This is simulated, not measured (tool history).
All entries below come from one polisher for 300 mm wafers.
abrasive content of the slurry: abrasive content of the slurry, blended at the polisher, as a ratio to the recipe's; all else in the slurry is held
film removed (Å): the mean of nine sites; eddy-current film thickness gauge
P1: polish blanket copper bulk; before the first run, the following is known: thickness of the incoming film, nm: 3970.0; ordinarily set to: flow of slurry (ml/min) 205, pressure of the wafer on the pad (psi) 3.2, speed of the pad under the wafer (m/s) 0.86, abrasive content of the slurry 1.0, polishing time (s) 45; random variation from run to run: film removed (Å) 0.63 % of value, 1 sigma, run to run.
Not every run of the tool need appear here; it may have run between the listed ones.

run,hour,flow of slurry (ml/min),pressure of the wafer on the pad (psi),speed of the pad under the wafer (m/s),abrasive content of the slurry,polishing time (s),wafers polished on this pad,hours since the slurry nozzle was cleaned,hours since the head pressure was calibrated,hours since the slurry blender was calibrated,film removed (Å)
1,8.9,205,3.2,0.86,1.0,45,701,377.7,371.4,203.1,4379.7
2,22.1,205,3.2,0.86,1.0,45,839,390.9,384.6,216.3,4403.3
# hour 24.4: head pressure recalibrated
3,32.7,205,3.2,0.86,0.6,45,950,401.5,8.3,226.9,3939.1
# hour 40.2: slurry nozzle cleaned
4,41.8,205,3.2,0.86,1.5,45,1045,1.6,17.4,236.0,4735.6
5,49.5,205,3.2,0.86,1.0,45,1126,9.3,25.1,243.7,4395.4
6,58.4,205,4.6,0.86,1.0,45,1219,18.2,34.0,252.6,6368.8
7,68.3,205,1.5,0.86,1.0,45,1323,28.1,43.9,262.5,2065.8
8,83.9,205,3.2,0.86,1.0,70,1486,43.7,59.5,278.1,6792.5
9,93.7,270,3.2,0.60,1.0,45,1589,53.5,69.3,287.9,3157.8
10,109.0,205,3.2,0.86,1.0,45,1749,68.8,84.6,303.2,4380.9
11,117.6,275,3.2,0.86,1.0,45,1839,77.4,93.2,311.8,4517.8
12,127.9,205,2.1,0.86,1.0,29,1947,87.7,103.5,322.1,1865.1
13,140.5,205,3.2,0.86,1.0,45,2079,100.3,116.1,334.7,4428.5
14,155.1,205,3.2,0.62,1.0,45,2232,114.9,130.7,349.3,3173.9
15,163.9,205,3.2,1.36,1.0,45,2324,123.7,139.5,358.1,6911.3
16,178.6,125,3.2,0.86,1.0,45,2478,138.4,154.2,372.8,4054.3
17,190.5,205,3.2,0.86,1.0,23,2603,150.3,166.1,384.7,2255.1
18,206.4,205,3.2,0.86,1.0,45,2770,166.2,182.0,400.6,4350.9
19,214.5,205,3.2,0.86,1.0,45,2855,174.3,190.1,408.7,4298.2
20,228.0,205,3.2,0.86,1.0,45,2996,187.8,203.6,422.2,4222.4
21,238.9,205,3.2,0.86,1.0,45,3110,198.7,214.5,433.1,4213.0
22,247.4,205,3.2,0.86,1.0,45,3199,207.2,223.0,441.6,4190.4
23,259.6,205,3.2,0.86,1.0,45,3327,219.4,235.2,453.8,4137.7
# hour 271.4: slurry blender recalibrated
# hour 272.1: head pressure recalibrated
24,273.7,205,3.2,0.86,1.0,45,3475,233.5,1.6,2.4,4145.7

Run 25 is up next; what results do you expect?
25,281.5,205,3.2,0.86,1.0,45,3556,241.3,9.4,10.2,?

Run 25 came out at film removed (Å) 4112.5.
